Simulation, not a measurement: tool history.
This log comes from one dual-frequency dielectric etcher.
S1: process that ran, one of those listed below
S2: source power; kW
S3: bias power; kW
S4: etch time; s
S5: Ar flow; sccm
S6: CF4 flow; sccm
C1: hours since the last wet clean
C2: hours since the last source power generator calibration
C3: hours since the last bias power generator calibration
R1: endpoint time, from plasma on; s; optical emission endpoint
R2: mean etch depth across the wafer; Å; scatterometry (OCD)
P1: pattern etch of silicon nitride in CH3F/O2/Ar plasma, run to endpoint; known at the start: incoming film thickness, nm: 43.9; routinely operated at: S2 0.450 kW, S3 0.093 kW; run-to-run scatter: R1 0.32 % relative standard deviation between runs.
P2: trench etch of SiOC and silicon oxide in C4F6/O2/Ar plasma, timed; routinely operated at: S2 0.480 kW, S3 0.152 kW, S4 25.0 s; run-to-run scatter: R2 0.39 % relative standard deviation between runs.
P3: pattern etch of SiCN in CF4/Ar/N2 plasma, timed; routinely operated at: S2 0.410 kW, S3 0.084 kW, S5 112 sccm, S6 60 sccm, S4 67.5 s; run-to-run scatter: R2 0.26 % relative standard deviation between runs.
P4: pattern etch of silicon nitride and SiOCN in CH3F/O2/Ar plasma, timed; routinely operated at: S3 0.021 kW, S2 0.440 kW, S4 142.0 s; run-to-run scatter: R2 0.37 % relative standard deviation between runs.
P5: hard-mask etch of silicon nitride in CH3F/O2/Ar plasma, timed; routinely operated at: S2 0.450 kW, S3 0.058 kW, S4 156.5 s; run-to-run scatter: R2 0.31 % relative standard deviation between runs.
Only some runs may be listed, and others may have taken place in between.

| run | hour | S1 | S2 | S3 | S4 | S5 | S6 | C1 | C2 | C3 | R1 | R2 |
|---|---|---|---|---|---|---|---|---|---|---|---|---|
| 1 | 2.1 | P1 | 0.450 | 0.093 |  |  |  | 398.8 | 1375.5 | 3395.3 | 53.769 |  |
| 2 | 6.0 | P4 | 0.440 | 0.015 | 142.0 |  |  | 402.7 | 1379.4 | 3399.2 |  | 166.53 |
| 3 | 8.8 | P2 | 0.480 | 0.152 | 14.0 |  |  | 405.5 | 1382.2 | 3402.0 |  | 284.64 |
| 4 | 12.7 | P1 | 0.450 | 0.066 |  |  |  | 409.4 | 1386.1 | 3405.9 | 61.300 |  |
| 5 | 16.2 | P3 | 0.540 | 0.084 | 67.5 | 112 | 60 | 412.9 | 1389.6 | 3409.4 |  | 673.94 |
| 6 | 18.9 | P4 | 0.440 | 0.021 | 212.5 |  |  | 415.6 | 1392.3 | 3412.1 |  | 287.45 |
| 7 | 22.8 | P3 | 0.410 | 0.084 | 67.5 | 112 | 83 | 419.5 | 1396.2 | 3416.0 |  | 552.38 |
| 8 | 26.9 | P4 | 0.590 | 0.021 | 142.0 |  |  | 423.6 | 1400.3 | 3420.1 |  | 212.77 |
| 9 | 30.8 | P1 | 0.450 | 0.093 |  |  |  | 427.5 | 1404.2 | 3424.0 | 53.977 |  |
| 10 | 35.1 | P4 | 0.440 | 0.021 | 142.0 |  |  | 431.8 | 1408.5 | 3428.3 |  | 190.86 |
| 11 | 38.5 | P5 | 0.450 | 0.075 | 156.5 |  |  | 435.2 | 1411.9 | 3431.7 |  | 1128.60 |
| 12 | 42.2 | P5 | 0.450 | 0.058 | 199.5 |  |  | 438.9 | 1415.6 | 3435.4 |  | 1326.40 |
| 13 | 45.8 | P3 | 0.410 | 0.084 | 67.5 | 112 | 60 | 442.5 | 1419.2 | 3439.0 |  | 530.53 |
| 14 | 49.9 | P5 | 0.450 | 0.058 | 156.5 |  |  | 446.6 | 1423.3 | 3443.1 |  | 1039.90 |
| 15 | 52.7 | P1 | 0.590 | 0.093 |  |  |  | 449.4 | 1426.1 | 3445.9 | 48.733 |  |
| 16 | 56.6 | P1 | 0.450 | 0.093 |  |  |  | 453.3 | 1430.0 | 3449.8 | 54.173 |  |
| 17 | 59.5 | P3 | 0.410 | 0.084 | 49.0 | 112 | 60 | 456.2 | 1432.9 | 3452.7 |  | 385.10 |
| 18 | 63.6 | P3 | 0.410 | 0.084 | 67.5 | 112 | 60 | 460.3 | 1437.0 | 3456.8 |  | 528.11 |
| 19 | 66.1 | P1 | 0.450 | 0.093 |  |  |  | 462.8 | 1439.5 | 3459.3 | 54.201 |  |
| 20 | 70.3 | P1 | 0.610 | 0.114 |  |  |  | 467.0 | 1443.7 | 3463.5 | 44.893 |  |
| 21 | 74.2 | P3 | 0.410 | 0.052 | 67.5 | 112 | 60 | 470.9 | 1447.6 | 3467.4 |  | 444.88 |
| 22 | 77.5 | P2 | 0.480 | 0.152 | 25.0 |  |  | 474.2 | 1450.9 | 3470.7 |  | 507.94 |
| 23 | 80.6 | P1 | 0.610 | 0.121 |  |  |  | 477.3 | 1454.0 | 3473.8 | 44.010 |  |
| 24 | 83.3 | P3 | 0.410 | 0.084 | 67.5 | 140 | 60 | 480.0 | 1456.7 | 3476.5 |  | 509.55 |
| 25 | 86.2 | P5 | 0.540 | 0.058 | 156.5 |  |  | 482.9 | 1459.6 | 3479.4 |  | 1113.50 |
| 26 | 90.0 | P2 | 0.640 | 0.152 | 25.0 |  |  | 486.7 | 1463.4 | 3483.2 |  | 572.69 |

What does the tool deliver on the next run?
|  | 92.5 | wet clean of the chamber |
| 27 | 93.4 | P1 | 0.270 | 0.093 |  |  |  | 0.9 | 1466.8 | 3486.6 | ? |  |

{"run 27": {"R1": 65.542}}
